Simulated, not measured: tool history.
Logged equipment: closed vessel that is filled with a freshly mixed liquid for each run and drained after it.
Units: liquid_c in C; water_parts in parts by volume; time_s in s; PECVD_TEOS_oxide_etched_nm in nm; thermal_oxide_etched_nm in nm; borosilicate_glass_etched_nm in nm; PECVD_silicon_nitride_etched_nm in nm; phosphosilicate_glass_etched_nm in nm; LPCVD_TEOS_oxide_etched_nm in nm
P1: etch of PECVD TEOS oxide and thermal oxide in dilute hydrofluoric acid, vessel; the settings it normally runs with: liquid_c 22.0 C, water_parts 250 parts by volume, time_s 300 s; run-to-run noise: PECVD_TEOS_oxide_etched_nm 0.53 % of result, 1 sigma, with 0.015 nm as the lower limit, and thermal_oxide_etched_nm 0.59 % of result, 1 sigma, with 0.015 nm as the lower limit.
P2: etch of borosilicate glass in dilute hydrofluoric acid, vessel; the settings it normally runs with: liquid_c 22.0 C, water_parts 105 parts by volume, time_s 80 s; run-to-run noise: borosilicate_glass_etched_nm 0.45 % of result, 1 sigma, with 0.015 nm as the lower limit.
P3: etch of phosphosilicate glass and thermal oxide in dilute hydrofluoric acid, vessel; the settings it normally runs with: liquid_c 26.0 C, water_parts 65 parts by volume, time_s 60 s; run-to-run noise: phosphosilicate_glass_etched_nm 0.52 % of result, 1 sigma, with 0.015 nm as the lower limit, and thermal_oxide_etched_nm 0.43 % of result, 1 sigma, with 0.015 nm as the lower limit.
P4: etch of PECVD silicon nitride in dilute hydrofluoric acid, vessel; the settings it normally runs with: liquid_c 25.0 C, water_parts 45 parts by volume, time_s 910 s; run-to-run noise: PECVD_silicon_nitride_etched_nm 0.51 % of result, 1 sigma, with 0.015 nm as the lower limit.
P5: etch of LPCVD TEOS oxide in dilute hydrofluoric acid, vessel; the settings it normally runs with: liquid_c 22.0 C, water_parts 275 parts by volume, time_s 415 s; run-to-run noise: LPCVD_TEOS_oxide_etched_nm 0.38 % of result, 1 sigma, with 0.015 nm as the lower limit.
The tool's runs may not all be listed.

run	hour	process	liquid_c	water_parts	time_s	hours since the thermometer was replaced	hours since the hydrofluoric acid flow meter was replaced	PECVD_TEOS_oxide_etched_nm	thermal_oxide_etched_nm	borosilicate_glass_etched_nm	PECVD_silicon_nitride_etched_nm	phosphosilicate_glass_etched_nm	LPCVD_TEOS_oxide_etched_nm
1	7.1	P1	22.0	250	300	1642.0	379.8	14.2790	4.6110				
2	16.5	P1	17.0	250	585	1651.4	389.2	23.1730	7.3666				
3	21.2	P1	22.0	395	300	1656.1	393.9	7.9728	2.5161				
4	27.5	P2	27.5	105	80	1662.4	400.2			21.7170			
5	34.1	P1	22.0	150	300	1669.0	406.8	26.4130	8.3850				
6	39.0	P4	17.0	45	910	1673.9	411.7				27.768		
7	44.5	P1	22.0	250	300	1679.4	417.2	14.4140	4.5628				
8	49.1	P3	26.0	65	30	1684.0	421.8		2.3928			51.371	
9	58.6	P5	22.0	475	415	1693.5	431.3						9.3639
10	67.9	P1	17.0	250	300	1702.8	440.6	11.9140	3.8044				
11	76.2	P2	22.0	105	35	1711.1	448.9			7.6181			
12	81.4	P1	22.0	250	300	1716.3	454.1	14.3750	4.4841				
13	88.7	P3	26.0	105	60	1723.6	461.4		2.7598			60.521	
14	95.7	P4	25.0	45	910	1730.6	468.4				48.437		
15	100.4	P1	22.0	250	300	1735.3	473.1	14.3460	4.5230				
16	110.7	P3	26.0	65	60	1745.6	483.4		4.7382			103.100	
17	120.0	P4	25.0	60	910	1754.9	492.7				36.311		
18	129.2	P1	29.0	250	300	1764.1	501.9	18.2220	5.7838				
19	139.5	P1	22.0	250	110	1774.4	512.2	5.2558	1.6806				
20	147.5	P2	22.0	105	80	1782.4	520.2			17.6020			
21	155.9	P4	25.0	45	1695	1790.8	528.6				90.712		
22	162.4	P1	22.0	250	300	1797.3	535.1	14.4330	4.5051				
23	169.5	P5	29.0	275	415	1804.4	542.2						24.7010
24	177.5	P5	22.0	275	415	1812.4	550.2						19.3480
25	186.3	P3	26.0	65	60	1821.2	559.0		4.7041			102.900	
26	191.4	P1	17.0	250	175	1826.3	564.1	6.9001	2.1764				
27	196.9	P5	22.0	275	40	1831.8	569.6						1.8314
28	203.1	P1	22.0	250	300	1838.0	575.8	14.3210	4.5520				
29	208.7	P3	33.0	65	60	1843.6	581.4		6.2427			134.310	
30	213.5	P2	22.0	105	80	1848.4	586.2			17.5530			
31	223.9	P1	22.0	250	300	1858.8	596.6	14.2240	4.5885				
32	233.0	P2	22.0	35	80	1867.9	605.7			56.9230			
33	237.7	P1	22.0	250	465	1872.6	610.4	21.9550	7.0322				
34	245.5	P5	22.0	275	415	1880.4	618.2						19.4170
35	252.2	P1	22.0	250	300	1887.1	624.9	14.4160	4.5395				
36	259.9	P1	22.0	250	300	1894.8	632.6	14.5270	4.5843				
37	264.7	P1	22.0	250	300	1899.6	637.4	14.5760	4.6637				
38	273.2	P1	22.0	250	300	1908.1	645.9	15.0160	4.6806				
39	279.9	P1	22.0	250	300	1914.8	652.6	15.0090	4.8152				
40	286.3	P1	22.0	250	300	1921.2	659.0	14.9940	4.8102				
41	293.9	P1	22.0	250	300	1928.8	666.6	15.1440	4.7317				
42	300.1	P1	22.0	250	300	1935.0	672.8	15.1610	4.8794				
43	308.7	P1	22.0	250	300	1943.6	681.4	14.9960	4.7967				
44	317.3	P1	22.0	250	300	1952.2	690.0	15.2200	4.8779				
45	324.1	P1	22.0	250	300	1959.0	696.8	15.0820	4.7752				
46	331.8	P1	22.0	250	300	1966.7	704.5	15.1830	4.8320				

P1 no longer gives what it gave before; its output has crept away from where it was. The following 2 causes, each at its listed size, fit the log equally well:
A: liquid hotter than its thermometer reads (K) = 1.62
B: hydrofluoric acid flow above the setpoint (%) = 4.86
The gradual shift began around hour 252.2.

The check runs listed below each take one wafer, and their results are still question marks. Under which run would the listed causes lead to clearly different results?
check 1	339.5	P4	17.0	45	1370						?		
check 2	339.5	P5	22.0	410	110								?
check 3	339.5	P2	25.5	105	80					?			
check 4	339.5	P3	32.5	85	60				?			?	

How each check would come out, cause by cause:
check	result	if A	if B
check 1	PECVD_silicon_nitride_etched_nm	46.865	43.755
check 2	LPCVD_TEOS_oxide_etched_nm	3.2149	3.2472
check 3	borosilicate_glass_etched_nm	21.4500	21.2600
check 4	thermal_oxide_etched_nm	4.8046	4.7748
check 4	phosphosilicate_glass_etched_nm	104.100	103.460
Gap, in per cent, between the two causes that each check separates least, read from the result that separates them most: check 1 6.87 %; check 2 1 %; check 3 0.89 %; check 4 0.62 %
Check 1 is the one run that separates the causes; every other check would come out nearly the same whichever cause is at work.

Here is what check 1 returned: PECVD_silicon_nitride_etched_nm 46.928 nm. Which cause is it?

The correct cause is A, namely: liquid hotter than its thermometer reads (K).

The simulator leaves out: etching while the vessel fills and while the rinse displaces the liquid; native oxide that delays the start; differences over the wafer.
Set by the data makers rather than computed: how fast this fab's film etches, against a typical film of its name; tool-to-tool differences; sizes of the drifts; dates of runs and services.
